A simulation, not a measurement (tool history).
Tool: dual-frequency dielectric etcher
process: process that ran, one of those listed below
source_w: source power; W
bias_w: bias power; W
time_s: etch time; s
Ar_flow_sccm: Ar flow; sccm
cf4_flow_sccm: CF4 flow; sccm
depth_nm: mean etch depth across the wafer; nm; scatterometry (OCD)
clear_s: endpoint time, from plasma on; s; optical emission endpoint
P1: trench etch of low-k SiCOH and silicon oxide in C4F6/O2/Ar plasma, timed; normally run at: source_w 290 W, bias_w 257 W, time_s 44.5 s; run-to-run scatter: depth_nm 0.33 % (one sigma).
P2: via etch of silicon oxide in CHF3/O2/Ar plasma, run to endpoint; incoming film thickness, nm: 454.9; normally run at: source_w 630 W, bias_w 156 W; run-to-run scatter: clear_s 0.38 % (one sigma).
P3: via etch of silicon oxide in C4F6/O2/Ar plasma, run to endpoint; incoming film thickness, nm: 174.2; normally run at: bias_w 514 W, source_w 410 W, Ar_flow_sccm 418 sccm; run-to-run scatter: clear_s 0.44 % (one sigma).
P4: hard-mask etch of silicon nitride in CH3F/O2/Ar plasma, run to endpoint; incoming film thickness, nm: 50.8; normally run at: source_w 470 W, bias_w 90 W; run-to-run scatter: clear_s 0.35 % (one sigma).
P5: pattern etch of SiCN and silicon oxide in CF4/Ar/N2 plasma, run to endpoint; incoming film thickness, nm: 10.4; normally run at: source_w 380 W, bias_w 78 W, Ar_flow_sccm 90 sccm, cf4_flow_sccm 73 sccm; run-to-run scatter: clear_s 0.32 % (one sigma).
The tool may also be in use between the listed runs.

| run | hour | process | source_w | bias_w | time_s | Ar_flow_sccm | cf4_flow_sccm | depth_nm | clear_s |
|---|---|---|---|---|---|---|---|---|---|
| 1 | 14.7 | P1 | 290 | 257 | 44.5 |  |  | 146.660 |  |
| 2 | 22.8 | P4 | 470 | 90 |  |  |  |  | 63.840 |
| 3 | 38.5 | P1 | 290 | 257 | 44.5 |  |  | 146.260 |  |
| 4 | 50.1 | P1 | 360 | 257 | 44.5 |  |  | 158.220 |  |
| 5 | 59.0 | P5 | 380 | 44 |  | 90 | 73 |  | 16.908 |
| 6 | 74.6 | P1 | 290 | 257 | 44.5 |  |  | 145.990 |  |
| 7 | 86.0 | P5 | 380 | 78 |  | 90 | 46 |  | 15.166 |
| 8 | 99.6 | P3 | 240 | 514 |  | 418 |  |  | 46.836 |
| 9 | 107.7 | P2 | 630 | 211 |  |  |  |  | 220.600 |
| 10 | 119.4 | P1 | 290 | 257 | 44.5 |  |  | 145.520 |  |
| 11 | 131.8 | P3 | 410 | 514 |  | 292 |  |  | 36.947 |
| 12 | 147.2 | P4 | 470 | 90 |  |  |  |  | 63.552 |
| 13 | 162.3 | P2 | 630 | 156 |  |  |  |  | 245.680 |
| 14 | 178.5 | P5 | 550 | 78 |  | 90 | 73 |  | 10.198 |
| 15 | 193.6 | P1 | 290 | 257 | 26.0 |  |  | 84.439 |  |
| 16 | 207.2 | P1 | 290 | 257 | 44.5 |  |  | 144.820 |  |
| 17 | 220.0 | P3 | 410 | 514 |  | 418 |  |  | 38.770 |
| 18 | 234.0 | P5 | 380 | 78 |  | 90 | 73 |  | 14.103 |
| 19 | 247.6 | P1 | 290 | 355 | 54.0 |  |  | 198.140 |  |
| 20 | 256.3 | P2 | 500 | 156 |  |  |  |  | 267.030 |
| 21 | 265.6 | P4 | 640 | 90 |  |  |  |  | 56.656 |
| 22 | 275.5 | P3 | 410 | 514 |  | 418 |  |  | 38.470 |
| 23 | 288.1 | P4 | 470 | 71 |  |  |  |  | 69.538 |
| 24 | 295.3 | P1 | 180 | 257 | 59.5 |  |  | 163.770 |  |
| 25 | 304.0 | P1 | 290 | 257 | 44.5 |  |  | 145.490 |  |
| 26 | 316.7 | P1 | 290 | 179 | 65.0 |  |  | 189.000 |  |
| 27 | 329.0 | P2 | 630 | 156 |  |  |  |  | 245.270 |
| 28 | 341.8 | P1 | 290 | 187 | 44.5 |  |  | 130.490 |  |
| 29 | 356.5 | P1 | 200 | 257 | 44.5 |  |  | 126.200 |  |
| 30 | 369.7 | P5 | 380 | 78 |  | 126 | 73 |  | 14.855 |
| 31 | 384.8 | P1 | 290 | 353 | 44.5 |  |  | 162.150 |  |
| 32 | 393.1 | P1 | 290 | 257 | 66.5 |  |  | 217.900 |  |
| 33 | 408.3 | P1 | 290 | 257 | 44.5 |  |  | 145.050 |  |
| 34 | 421.9 | P3 | 410 | 689 |  | 418 |  |  | 34.363 |
| 35 | 433.4 | P5 | 380 | 78 |  | 90 | 73 |  | 14.117 |
| 36 | 443.0 | P1 | 290 | 257 | 44.5 |  |  | 144.970 |  |
| 37 | 452.6 | P1 | 290 | 257 | 44.5 |  |  | 144.090 |  |
| 38 | 464.6 | P1 | 290 | 257 | 44.5 |  |  | 144.170 |  |
| 39 | 473.4 | P1 | 290 | 257 | 44.5 |  |  | 143.250 |  |
| 40 | 482.4 | P1 | 290 | 257 | 44.5 |  |  | 143.060 |  |
|  | 486.5 | wet clean of the chamber |
| 41 | 494.1 | P1 | 290 | 257 | 44.5 |  |  | 142.680 |  |
| 42 | 505.5 | P1 | 290 | 257 | 44.5 |  |  | 143.590 |  |

What P1 gives has crept away from where it was. These 2 causes fit the log equally well, each at the size given:
A: bias power that arrives under what is set, % = 4.69
B: source power that arrives under what is set, % = 4.28
The creep began at about hour 443.0.
Why every other cause is out:
chamber walls in a state that lowers the etch rate, %: serviced at hour 486.5, which brought nothing back

4 check runs are offered, each on 2 wafers whose results are averaged, their results left as question marks. Which one tells the causes apart?
| check 1 | 516.9 | P3 | 410 | 514 |  | 418 |  |  | ? |
| check 2 | 516.9 | P4 | 470 | 90 |  |  |  |  | ? |
| check 3 | 516.9 | P2 | 630 | 156 |  |  |  |  | ? |
| check 4 | 516.9 | P5 | 380 | 78 |  | 90 | 73 |  | ? |

What each check would give under each cause:
| check | result | if A | if B |
|---|---|---|---|
| check 1 | clear_s | 39.230 | 39.157 |
| check 2 | clear_s | 64.937 | 64.900 |
| check 3 | clear_s | 247.970 | 248.300 |
| check 4 | clear_s | 14.345 | 14.668 |
How far apart the two closest causes lie, in the result that separates them most: check 1 0.18 %; check 2 0.06 %; check 3 0.13 %; check 4 2.23 %
Only check 4 tells the causes apart: in the others they would give nearly the same result.

Then check 4 was run and gave: clear_s 14.337 s. Which cause is it?

It is A: bias power that arrives under what is set, %.
